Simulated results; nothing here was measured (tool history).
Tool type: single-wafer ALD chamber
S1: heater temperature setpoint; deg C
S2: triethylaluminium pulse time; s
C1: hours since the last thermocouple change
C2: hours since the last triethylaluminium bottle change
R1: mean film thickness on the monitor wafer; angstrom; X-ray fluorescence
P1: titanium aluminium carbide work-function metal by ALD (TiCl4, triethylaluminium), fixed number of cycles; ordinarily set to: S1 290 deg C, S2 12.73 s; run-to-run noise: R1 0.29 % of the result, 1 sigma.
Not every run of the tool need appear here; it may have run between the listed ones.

run   hour   S1     S2     C1     C2      R1
  1    7.9  290  12.73  819.0  267.4  19.798
  2   14.8  315  12.73  825.9  274.3  22.219
  3   21.9  290  12.73  833.0  281.4  19.871
  4   28.7  290  19.06  839.8  288.2  20.035
  5   35.1  290   7.61  846.2  294.6  18.590
  6   46.7  290  12.73  857.8  306.2  19.719
  7   58.4  272  18.47  869.5  317.9  18.443
  8   70.1  269  12.73  881.2  329.6  18.069
  9   83.5  290  12.73  894.6  343.0  19.806
 10   93.0  290  12.73  904.1  352.5  19.794
 11  101.4  290  12.73  912.5  360.9  19.851
 12  111.2  290  12.73  922.3  370.7  19.632
 13  119.6  290  12.73  930.7  379.1  19.513
 14  127.0  290  12.73  938.1  386.5  19.574
 15  135.5  290  12.73  946.6  395.0  19.449
 16  142.8  290  12.73  953.9  402.3  19.439

Run 17, settings as shown, results not yet in. Your forecast:
 17  155.2  290  12.73  966.3  414.7   ?

Run 17 yielded R1 19.440 angstrom.

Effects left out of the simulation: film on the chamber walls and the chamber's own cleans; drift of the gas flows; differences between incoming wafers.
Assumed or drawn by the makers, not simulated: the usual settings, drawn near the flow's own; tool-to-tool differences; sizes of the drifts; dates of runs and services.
